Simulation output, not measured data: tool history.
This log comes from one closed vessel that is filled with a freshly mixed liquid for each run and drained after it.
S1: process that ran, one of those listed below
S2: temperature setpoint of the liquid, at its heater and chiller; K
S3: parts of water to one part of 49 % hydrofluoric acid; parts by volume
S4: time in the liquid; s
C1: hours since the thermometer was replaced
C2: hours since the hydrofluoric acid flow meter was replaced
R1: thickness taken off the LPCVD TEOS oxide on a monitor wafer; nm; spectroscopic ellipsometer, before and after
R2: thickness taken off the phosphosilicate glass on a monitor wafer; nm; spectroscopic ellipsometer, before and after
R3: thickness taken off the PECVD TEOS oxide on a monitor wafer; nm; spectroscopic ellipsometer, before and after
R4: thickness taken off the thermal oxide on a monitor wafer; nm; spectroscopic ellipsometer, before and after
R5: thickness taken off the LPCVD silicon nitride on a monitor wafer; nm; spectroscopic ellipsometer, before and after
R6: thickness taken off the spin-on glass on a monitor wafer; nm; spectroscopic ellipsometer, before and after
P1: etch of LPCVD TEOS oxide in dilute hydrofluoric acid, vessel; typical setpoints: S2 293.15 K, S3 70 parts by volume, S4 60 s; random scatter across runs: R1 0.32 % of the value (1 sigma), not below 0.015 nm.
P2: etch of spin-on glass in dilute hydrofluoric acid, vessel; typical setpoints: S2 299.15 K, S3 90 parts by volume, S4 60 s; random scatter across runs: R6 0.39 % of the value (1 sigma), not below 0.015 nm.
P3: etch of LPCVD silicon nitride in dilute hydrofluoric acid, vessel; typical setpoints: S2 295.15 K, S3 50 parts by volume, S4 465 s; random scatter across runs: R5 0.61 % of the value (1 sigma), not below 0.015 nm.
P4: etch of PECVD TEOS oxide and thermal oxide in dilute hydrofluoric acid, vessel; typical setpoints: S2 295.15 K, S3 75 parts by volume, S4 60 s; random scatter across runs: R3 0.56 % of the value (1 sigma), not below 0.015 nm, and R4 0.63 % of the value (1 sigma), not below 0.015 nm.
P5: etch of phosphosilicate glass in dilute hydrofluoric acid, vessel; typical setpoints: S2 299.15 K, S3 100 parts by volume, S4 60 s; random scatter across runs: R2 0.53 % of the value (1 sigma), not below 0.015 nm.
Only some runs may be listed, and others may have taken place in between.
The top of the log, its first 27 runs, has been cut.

run	hour	S1	S2	S3	S4	C1	C2	R1	R2	R3	R4	R5	R6
28	90	P1	293.15	70	105	37.7	685	62.206					
29	92.3	P1	301.65	70	60	40	687.3	49.934					
30	94.3	P2	299.15	135	60	42	689.3						18.667
31	96.2	P1	290.15	70	60	43.9	691.2	31.003					
32	98.3	P1	293.15	70	60	46	693.3	35.437					
33	101.2	P1	293.15	70	60	48.9	696.2	36.84					
34	104	P1	293.15	70	60	51.7	699	38.094					
35	106.3	P1	293.15	70	60	54	701.3	38.329					

Expected results for the next run?
36	110.8	P1	293.15	70	60	58.5	705.8	?					

R1: 38.863 nm
